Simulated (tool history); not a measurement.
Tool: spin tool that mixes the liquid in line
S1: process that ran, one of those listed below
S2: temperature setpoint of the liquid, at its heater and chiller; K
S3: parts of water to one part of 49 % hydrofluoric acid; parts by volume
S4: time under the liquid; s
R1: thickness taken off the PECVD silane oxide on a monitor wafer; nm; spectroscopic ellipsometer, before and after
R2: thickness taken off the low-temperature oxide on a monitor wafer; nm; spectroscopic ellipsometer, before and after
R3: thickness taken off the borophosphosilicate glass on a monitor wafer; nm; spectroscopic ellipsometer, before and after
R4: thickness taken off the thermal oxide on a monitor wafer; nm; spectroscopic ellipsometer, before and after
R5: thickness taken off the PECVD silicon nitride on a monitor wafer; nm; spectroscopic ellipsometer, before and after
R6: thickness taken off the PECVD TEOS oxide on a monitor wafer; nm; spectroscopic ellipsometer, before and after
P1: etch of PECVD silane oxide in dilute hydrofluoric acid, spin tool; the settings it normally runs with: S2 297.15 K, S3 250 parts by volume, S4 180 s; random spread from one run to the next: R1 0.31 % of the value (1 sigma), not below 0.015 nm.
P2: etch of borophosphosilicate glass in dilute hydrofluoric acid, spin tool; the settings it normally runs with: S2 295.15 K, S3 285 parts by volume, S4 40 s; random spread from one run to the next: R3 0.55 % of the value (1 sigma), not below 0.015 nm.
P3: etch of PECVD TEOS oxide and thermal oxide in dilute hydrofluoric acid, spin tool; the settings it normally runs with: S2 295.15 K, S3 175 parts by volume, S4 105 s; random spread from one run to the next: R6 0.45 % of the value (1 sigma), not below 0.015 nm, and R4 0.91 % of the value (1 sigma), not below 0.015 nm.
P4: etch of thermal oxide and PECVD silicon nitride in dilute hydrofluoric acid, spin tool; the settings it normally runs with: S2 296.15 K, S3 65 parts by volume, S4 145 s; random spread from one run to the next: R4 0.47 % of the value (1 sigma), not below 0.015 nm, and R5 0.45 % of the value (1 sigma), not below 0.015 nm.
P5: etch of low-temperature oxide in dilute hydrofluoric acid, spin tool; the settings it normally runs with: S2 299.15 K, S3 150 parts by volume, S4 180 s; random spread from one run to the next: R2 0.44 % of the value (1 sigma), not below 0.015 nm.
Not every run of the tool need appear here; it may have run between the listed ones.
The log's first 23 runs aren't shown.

run	day	S1	S2	S3	S4	R1	R2	R3	R4	R5	R6
24	11.842	P1	297.15	250	15	0.77592					
25	12.35	P1	297.15	250	180	9.1945					
26	12.688	P5	299.15	150	180		29.236				
27	13.062	P3	295.15	50	105				9.8936		46.728
28	13.596	P3	295.15	175	105				2.4685		11.445
29	13.962	P5	295.15	150	180		25.221				
30	14.267	P1	297.15	250	180	9.2213					
31	14.646	P3	295.15	175	105				2.4307		11.516

Run 32 is up next; what results do you expect?
32	14.95	P3	303.15	175	105				?		?

{"run 32": {"R4": 3.3038, "R6": 15.614}}

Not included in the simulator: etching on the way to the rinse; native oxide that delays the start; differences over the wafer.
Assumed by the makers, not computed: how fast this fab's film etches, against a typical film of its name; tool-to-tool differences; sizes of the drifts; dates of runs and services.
